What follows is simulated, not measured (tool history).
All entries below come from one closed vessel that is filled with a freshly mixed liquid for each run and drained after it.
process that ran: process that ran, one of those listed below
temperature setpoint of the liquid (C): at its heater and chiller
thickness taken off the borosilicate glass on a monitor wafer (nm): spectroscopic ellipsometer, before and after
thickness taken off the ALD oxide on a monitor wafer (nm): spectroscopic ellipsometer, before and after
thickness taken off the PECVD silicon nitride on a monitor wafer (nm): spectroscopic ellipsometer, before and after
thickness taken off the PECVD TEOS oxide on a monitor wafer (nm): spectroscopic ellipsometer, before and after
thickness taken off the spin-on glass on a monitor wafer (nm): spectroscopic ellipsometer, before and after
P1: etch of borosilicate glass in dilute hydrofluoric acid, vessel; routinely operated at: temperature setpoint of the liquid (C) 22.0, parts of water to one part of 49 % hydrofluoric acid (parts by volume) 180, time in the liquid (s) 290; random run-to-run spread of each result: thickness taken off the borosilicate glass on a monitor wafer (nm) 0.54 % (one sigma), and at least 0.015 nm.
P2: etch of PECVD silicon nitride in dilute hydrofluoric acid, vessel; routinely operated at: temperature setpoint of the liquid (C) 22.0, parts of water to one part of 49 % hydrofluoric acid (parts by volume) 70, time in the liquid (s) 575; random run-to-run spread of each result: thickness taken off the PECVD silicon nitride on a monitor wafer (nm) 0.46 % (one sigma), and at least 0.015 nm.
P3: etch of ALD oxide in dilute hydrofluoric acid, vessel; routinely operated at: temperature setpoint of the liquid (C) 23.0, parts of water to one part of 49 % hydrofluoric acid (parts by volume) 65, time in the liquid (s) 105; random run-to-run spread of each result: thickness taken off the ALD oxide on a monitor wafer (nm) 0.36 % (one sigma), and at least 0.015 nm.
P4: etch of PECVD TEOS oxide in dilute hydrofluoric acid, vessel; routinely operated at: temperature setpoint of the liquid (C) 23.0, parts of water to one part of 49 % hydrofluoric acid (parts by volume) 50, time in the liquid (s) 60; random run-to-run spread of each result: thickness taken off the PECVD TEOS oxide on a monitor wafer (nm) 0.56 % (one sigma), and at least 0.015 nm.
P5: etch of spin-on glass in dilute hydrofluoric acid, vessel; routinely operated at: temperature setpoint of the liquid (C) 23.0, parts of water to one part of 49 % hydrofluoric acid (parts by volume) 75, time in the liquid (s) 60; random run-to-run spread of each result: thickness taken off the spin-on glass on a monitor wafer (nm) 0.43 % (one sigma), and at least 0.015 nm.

run,hour,process that ran,temperature setpoint of the liquid (C),parts of water to one part of 49 % hydrofluoric acid (parts by volume),time in the liquid (s),hours since the thermometer was replaced,hours since the hydrofluoric acid flow meter was replaced,thickness taken off the borosilicate glass on a monitor wafer (nm),thickness taken off the ALD oxide on a monitor wafer (nm),thickness taken off the PECVD silicon nitride on a monitor wafer (nm),thickness taken off the PECVD TEOS oxide on a monitor wafer (nm),thickness taken off the spin-on glass on a monitor wafer (nm)
1,8.7,P1,22.0,180,290,1450.6,418.3,45.7300,,,,
2,16.8,P3,23.0,65,105,1458.7,426.4,,23.228,,,
3,26.9,P2,22.0,70,1100,1468.8,436.5,,,23.476,,
4,35.4,P4,23.0,70,60,1477.3,445.0,,,,12.470,
5,42.8,P2,22.0,70,575,1484.7,452.4,,,12.126,,
6,49.9,P1,22.0,180,60,1491.8,459.5,9.3583,,,,
7,59.3,P1,17.0,180,290,1501.2,468.9,36.9940,,,,
8,69.0,P1,22.0,180,290,1510.9,478.6,45.7710,,,,
9,74.7,P5,23.0,75,30,1516.6,484.3,,,,,12.746
10,79.7,P5,23.0,30,60,1521.6,489.3,,,,,67.724
11,87.8,P1,22.0,180,290,1529.7,497.4,45.1610,,,,
12,94.0,P1,22.0,110,290,1535.9,503.6,80.4320,,,,
13,102.0,P1,22.0,180,290,1543.9,511.6,45.8720,,,,
14,107.8,P1,22.0,180,290,1549.7,517.4,45.7930,,,,
15,116.0,P1,18.0,260,290,1557.9,525.6,25.1260,,,,
16,121.5,P1,22.0,180,575,1563.4,531.1,90.1970,,,,
17,127.9,P1,27.5,180,290,1569.8,537.5,55.4660,,,,
18,137.1,P4,23.0,50,60,1579.0,546.7,,,,17.868,
19,143.0,P2,22.0,70,575,1584.9,552.6,,,12.145,,
20,147.5,P1,22.0,180,290,1589.4,557.1,45.5240,,,,
21,156.6,P4,31.0,50,60,1598.5,566.2,,,,24.416,
22,162.7,P3,23.0,65,210,1604.6,572.3,,46.585,,,
23,167.8,P3,23.0,115,105,1609.7,577.4,,12.451,,,
24,177.2,P5,31.0,75,60,1619.1,586.8,,,,,35.002
25,183.0,P3,23.0,65,105,1624.9,592.6,,23.324,,,
26,191.1,P2,22.0,40,575,1633.0,600.7,,,20.891,,
27,200.6,P2,30.5,70,575,1642.5,610.2,,,21.341,,
28,208.0,P1,22.0,255,135,1649.9,617.6,13.7580,,,,
29,214.8,P5,23.0,75,60,1656.7,624.4,,,,,25.589
30,219.6,P4,23.0,50,110,1661.5,629.2,,,,32.610,
31,225.4,P3,26.5,65,105,1667.3,635.0,,26.829,,,
32,234.7,P1,22.0,330,290,1676.6,644.3,21.5290,,,,
33,239.3,P1,22.0,180,290,1681.2,648.9,45.4850,,,,
34,245.4,P1,22.0,180,290,1687.3,655.0,47.2450,,,,
35,252.1,P1,22.0,180,290,1694.0,661.7,47.4130,,,,
36,261.6,P1,22.0,180,290,1703.5,671.2,47.9010,,,,
37,271.3,P1,22.0,180,290,1713.2,680.9,48.7940,,,,
38,277.7,P1,22.0,180,290,1719.6,687.3,48.8430,,,,
39,286.0,P1,22.0,180,290,1727.9,695.6,49.3290,,,,
40,291.3,P1,22.0,180,290,1733.2,700.9,49.0850,,,,
41,297.4,P1,22.0,180,290,1739.3,707.0,48.9160,,,,
42,302.8,P1,22.0,180,290,1744.7,712.4,49.4680,,,,
43,311.3,P1,22.0,180,290,1753.2,720.9,49.2990,,,,

The log shows P1 creeping away from where it was. Any of the 2 causes listed here, at the size stated for it, fits the log just as well as the others:
A: liquid hotter than its thermometer reads (K) = 2.15
B: hydrofluoric acid flow above the setpoint (%) = 7.08
The creep began at about hour 239.3.

4 check runs are offered, one wafer each, their results left as question marks. Which one tells the causes apart?
check 1,319.8,P2,26.0,70,925,,,,,?,,
check 2,319.8,P3,23.0,110,195,,,,?,,,
check 3,319.8,P4,27.5,50,90,,,,,,?,
check 4,319.8,P5,30.0,75,30,,,,,,,?

Check results expected under each cause:
check,result,if A,if B
check 1,thickness taken off the PECVD silicon nitride on a monitor wafer (nm),29.338,27.282
check 2,thickness taken off the ALD oxide on a monitor wafer (nm),26.344,26.147
check 3,thickness taken off the PECVD TEOS oxide on a monitor wafer (nm),34.928,34.510
check 4,thickness taken off the spin-on glass on a monitor wafer (nm),18.344,18.237
Per check, the gap between the least separated pair of causes, taken in the result that splits them most: check 1 7.27 %; check 2 0.75 %; check 3 1.2 %; check 4 0.59 %
Of the check runs offered, only check 1 discriminates between the causes; the rest would read about the same regardless of which cause applies.

With check 1 done, the readings were: thickness taken off the PECVD silicon nitride on a monitor wafer (nm) 29.333. Identify which of the listed causes applies.

The correct cause is A, namely: liquid hotter than its thermometer reads (K).
